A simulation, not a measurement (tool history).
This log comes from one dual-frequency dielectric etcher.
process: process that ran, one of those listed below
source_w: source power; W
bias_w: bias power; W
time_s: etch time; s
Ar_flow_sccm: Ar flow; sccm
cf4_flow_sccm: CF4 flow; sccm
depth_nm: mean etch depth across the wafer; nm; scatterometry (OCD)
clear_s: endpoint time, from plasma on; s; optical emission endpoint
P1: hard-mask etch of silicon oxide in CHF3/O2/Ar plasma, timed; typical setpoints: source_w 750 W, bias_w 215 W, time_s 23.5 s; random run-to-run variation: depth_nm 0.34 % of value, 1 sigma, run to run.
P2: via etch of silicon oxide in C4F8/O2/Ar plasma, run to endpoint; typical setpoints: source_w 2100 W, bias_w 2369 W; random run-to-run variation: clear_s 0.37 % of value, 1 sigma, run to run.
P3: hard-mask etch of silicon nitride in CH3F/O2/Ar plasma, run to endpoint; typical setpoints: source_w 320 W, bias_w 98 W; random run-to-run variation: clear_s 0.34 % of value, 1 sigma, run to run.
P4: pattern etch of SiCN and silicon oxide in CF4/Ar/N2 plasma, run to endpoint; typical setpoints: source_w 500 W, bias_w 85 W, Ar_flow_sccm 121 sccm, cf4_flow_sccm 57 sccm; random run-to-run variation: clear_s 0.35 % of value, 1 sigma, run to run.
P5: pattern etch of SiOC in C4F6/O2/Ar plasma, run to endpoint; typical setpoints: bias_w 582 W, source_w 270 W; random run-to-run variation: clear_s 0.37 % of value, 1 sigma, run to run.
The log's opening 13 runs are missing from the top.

run	hour	process	source_w	bias_w	time_s	Ar_flow_sccm	cf4_flow_sccm	hours since the last wet clean	hours since the last source power generator calibration	hours since the last bias power generator calibration	depth_nm	clear_s
14	67.2	P1	600	215	19.0			372.4	1593.5	2987.1	40.595	
15	71.0	P1	750	215	23.5			376.2	1597.3	2990.9	54.420	
16	75.5	P4	630	85		121	57	380.7	1601.8	2995.4		14.820
17	81.5	P1	750	215	23.5			386.7	1607.8	3001.4	54.270	
18	87.1	P2	2100	3167				392.3	1613.4	3007.0		206.390
19	91.0	P1	750	215	23.5			396.2	1617.3	3010.9	54.622	
20	95.9	P1	440	215	23.5			401.1	1622.2	3015.8	44.479	
21	98.7	P1	750	215	17.5			403.9	1625.0	3018.6	40.574	
22	104.7	P2	2850	2369				409.9	1631.0	3024.6		197.610
23	108.3	P1	750	287	23.5			413.5	1634.6	3028.2	60.113	
24	113.5	P5	270	582				418.7	1639.8	3033.4		17.057
25	117.3	P3	320	98				422.5	1643.6	3037.2		72.121

Predict the results of run 26:
26	121.8	P1	750	125	23.5			427.0	1648.1	3041.7	?	

{"run 26": {"depth_nm": 45.816}}
